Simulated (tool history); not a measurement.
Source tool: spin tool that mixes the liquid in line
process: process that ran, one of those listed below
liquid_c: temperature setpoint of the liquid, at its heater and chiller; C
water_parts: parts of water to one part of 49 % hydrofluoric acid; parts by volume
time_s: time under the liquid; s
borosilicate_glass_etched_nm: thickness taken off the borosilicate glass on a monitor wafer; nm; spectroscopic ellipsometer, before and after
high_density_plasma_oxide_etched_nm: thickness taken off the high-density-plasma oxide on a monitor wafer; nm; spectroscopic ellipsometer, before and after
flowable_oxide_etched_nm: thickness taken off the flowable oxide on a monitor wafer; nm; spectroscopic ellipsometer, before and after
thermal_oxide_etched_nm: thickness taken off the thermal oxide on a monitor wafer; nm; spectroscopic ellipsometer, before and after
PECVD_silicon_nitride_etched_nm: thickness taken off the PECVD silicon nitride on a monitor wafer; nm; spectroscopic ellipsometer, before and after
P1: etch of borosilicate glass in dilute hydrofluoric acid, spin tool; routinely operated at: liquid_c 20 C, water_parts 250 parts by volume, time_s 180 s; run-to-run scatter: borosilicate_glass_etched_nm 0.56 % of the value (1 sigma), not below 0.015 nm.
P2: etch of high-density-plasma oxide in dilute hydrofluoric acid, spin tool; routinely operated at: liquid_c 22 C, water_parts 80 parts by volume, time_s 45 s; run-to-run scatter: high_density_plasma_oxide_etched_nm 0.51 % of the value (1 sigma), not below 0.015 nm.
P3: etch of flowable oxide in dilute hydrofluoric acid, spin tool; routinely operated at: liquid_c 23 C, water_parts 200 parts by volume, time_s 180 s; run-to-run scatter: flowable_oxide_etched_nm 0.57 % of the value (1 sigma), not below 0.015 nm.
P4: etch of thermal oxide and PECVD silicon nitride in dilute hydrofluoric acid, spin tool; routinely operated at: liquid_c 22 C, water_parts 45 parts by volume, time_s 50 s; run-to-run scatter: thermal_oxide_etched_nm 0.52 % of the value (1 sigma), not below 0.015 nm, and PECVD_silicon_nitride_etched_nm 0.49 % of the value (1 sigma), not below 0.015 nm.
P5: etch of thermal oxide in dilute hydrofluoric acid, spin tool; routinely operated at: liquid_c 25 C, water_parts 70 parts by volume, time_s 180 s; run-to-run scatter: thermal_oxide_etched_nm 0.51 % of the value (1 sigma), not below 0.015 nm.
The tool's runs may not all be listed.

| run | day | process | liquid_c | water_parts | time_s | hours since the thermometer was replaced | hours since the hydrofluoric acid flow meter was replaced | borosilicate_glass_etched_nm | high_density_plasma_oxide_etched_nm | flowable_oxide_etched_nm | thermal_oxide_etched_nm | PECVD_silicon_nitride_etched_nm |
|---|---|---|---|---|---|---|---|---|---|---|---|---|
| 1 | 0.246 | P1 | 20 | 250 | 180 | 979.6 | 566.7 | 29.508 |  |  |  |  |
| 2 | 0.583 | P2 | 22 | 80 | 20 | 987.7 | 574.8 |  | 2.3803 |  |  |  |
| 3 | 0.85 | P1 | 20 | 250 | 180 | 994.1 | 581.2 | 29.592 |  |  |  |  |
| 4 | 1.167 | P3 | 23 | 80 | 180 | 1001.7 | 588.8 |  |  | 72.125 |  |  |
| 5 | 1.5 | P4 | 22 | 45 | 90 | 1009.7 | 596.8 |  |  |  | 9.4139 | 9.8866 |
| 6 | 1.783 | P1 | 17 | 250 | 180 | 1016.5 | 603.6 | 26.87 |  |  |  |  |
| 7 | 2.067 | P4 | 29.5 | 45 | 50 | 1023.3 | 610.4 |  |  |  | 7.0522 | 9.0506 |
| 8 | 2.338 | P2 | 22 | 80 | 45 | 1029.8 | 616.9 |  | 5.3828 |  |  |  |
| 9 | 2.517 | P5 | 25 | 130 | 180 | 1034.1 | 621.2 |  |  |  | 6.5525 |  |
| 10 | 2.688 | P5 | 25 | 70 | 180 | 1038.2 | 625.3 |  |  |  | 13.188 |  |
| 11 | 2.862 | P4 | 22 | 75 | 50 | 1042.4 | 629.5 |  |  |  | 3.0356 | 3.3223 |
| 12 | 3.167 | P1 | 20 | 250 | 180 | 1049.7 | 636.8 | 29.699 |  |  |  |  |
| 13 | 3.471 | P1 | 20 | 440 | 180 | 1057 | 644.1 | 14.345 |  |  |  |  |
| 14 | 3.758 | P5 | 25 | 70 | 180 | 1063.9 | 651 |  |  |  | 13.259 |  |
| 15 | 4.112 | P4 | 22 | 45 | 50 | 1072.4 | 659.5 |  |  |  | 5.2017 | 5.4877 |
| 16 | 4.325 | P1 | 25.5 | 250 | 180 | 1077.5 | 664.6 | 36.177 |  |  |  |  |
| 17 | 4.529 | P1 | 20 | 250 | 70 | 1082.4 | 669.5 | 11.583 |  |  |  |  |
| 18 | 4.888 | P2 | 22 | 135 | 45 | 1091 | 678.1 |  | 2.9682 |  |  |  |
| 19 | 5.092 | P2 | 28 | 80 | 45 | 1095.9 | 683 |  | 6.7868 |  |  |  |
| 20 | 5.417 | P3 | 23 | 200 | 180 | 1103.7 | 690.8 |  |  | 24.905 |  |  |
| 21 | 5.783 | P3 | 23 | 200 | 95 | 1112.5 | 699.6 |  |  | 13.169 |  |  |
| 22 | 6.008 | P1 | 20 | 130 | 180 | 1117.9 | 705 | 64.509 |  |  |  |  |
| 23 | 6.312 | P1 | 20 | 250 | 180 | 1125.2 | 712.3 | 29.618 |  |  |  |  |
| 24 | 6.538 | P1 | 20 | 250 | 180 | 1130.6 | 717.7 | 29.803 |  |  |  |  |
| 25 | 6.746 | P3 | 17.5 | 200 | 180 | 1135.6 | 722.7 |  |  | 20.308 |  |  |
| 26 | 7.071 | P1 | 20 | 250 | 180 | 1143.4 | 730.5 | 29.646 |  |  |  |  |
| 27 | 7.438 | P1 | 17 | 250 | 305 | 1152.2 | 739.3 | 44.807 |  |  |  |  |
| 28 | 7.8 | P5 | 25 | 70 | 340 | 1160.9 | 748 |  |  |  | 24.411 |  |
| 29 | 8.138 | P5 | 33.5 | 70 | 180 | 1169 | 756.1 |  |  |  | 18.043 |  |
| 30 | 8.438 | P1 | 20 | 250 | 360 | 1176.2 | 763.3 | 59.23 |  |  |  |  |
| 31 | 8.733 | P1 | 20 | 250 | 180 | 1183.3 | 770.4 | 29.644 |  |  |  |  |
| 32 | 8.908 | P1 | 20 | 250 | 180 | 1187.5 | 774.6 | 29.044 |  |  |  |  |
| 33 | 9.267 | P1 | 20 | 250 | 180 | 1196.1 | 783.2 | 28.048 |  |  |  |  |
| 34 | 9.517 | P1 | 20 | 250 | 180 | 1202.1 | 789.2 | 27.833 |  |  |  |  |
| 35 | 9.742 | P1 | 20 | 250 | 180 | 1207.5 | 794.6 | 27.734 |  |  |  |  |
| 36 | 10.012 | P1 | 20 | 250 | 180 | 1214 | 801.1 | 27.605 |  |  |  |  |
| 37 | 10.362 | P1 | 20 | 250 | 180 | 1222.4 | 809.5 | 27.066 |  |  |  |  |
| 38 | 10.654 | P1 | 20 | 250 | 180 | 1229.4 | 816.5 | 27.615 |  |  |  |  |
| 39 | 10.967 | P1 | 20 | 250 | 180 | 1236.9 | 824 | 27.554 |  |  |  |  |

Something has made what P1 gives creep away from where it was; the 2 causes below, each at its own stated size, fit the log equally well:
A: hydrofluoric acid flow below the setpoint (%) = 6.28
B: liquid colder than its thermometer reads (K) = 2.12
The creep began at about day 8.733.

Which of the 4 check runs listed below separates the causes, so that each cause would produce a clearly different result? Each run uses one wafer, and its results are marked with question marks.
| check 1 | 11.279 | P5 | 31 | 70 | 340 |  |  |  |  |  | ? |  |
| check 2 | 11.279 | P4 | 29.5 | 70 | 50 |  |  |  |  |  | ? | ? |
| check 3 | 11.279 | P2 | 27.5 | 80 | 25 |  |  |  | ? |  |  |  |
| check 4 | 11.279 | P3 | 23 | 95 | 180 |  |  |  |  | ? |  |  |

How each check would come out, cause by cause:
| check | result | if A | if B |
|---|---|---|---|
| check 1 | thermal_oxide_etched_nm | 29.176 | 28.893 |
| check 2 | thermal_oxide_etched_nm | 4.0927 | 4.0479 |
| check 2 | PECVD_silicon_nitride_etched_nm | 5.4566 | 5.0767 |
| check 3 | high_density_plasma_oxide_etched_nm | 3.4353 | 3.3968 |
| check 4 | flowable_oxide_etched_nm | 54.987 | 54.261 |
Distance between the nearest two causes, measured in the result of the check that separates them most: check 1 0.97 %; check 2 7.22 %; check 3 1.13 %; check 4 1.33 %
The causes can be told apart only by check 2. The other checks would give nearly the same results under each of them.

After running check 2, the following was obtained: thermal_oxide_etched_nm 4.1055 nm; PECVD_silicon_nitride_etched_nm 5.4707 nm. Which cause does this point to?

Of the candidate causes, it is A: hydrofluoric acid flow below the setpoint (%).

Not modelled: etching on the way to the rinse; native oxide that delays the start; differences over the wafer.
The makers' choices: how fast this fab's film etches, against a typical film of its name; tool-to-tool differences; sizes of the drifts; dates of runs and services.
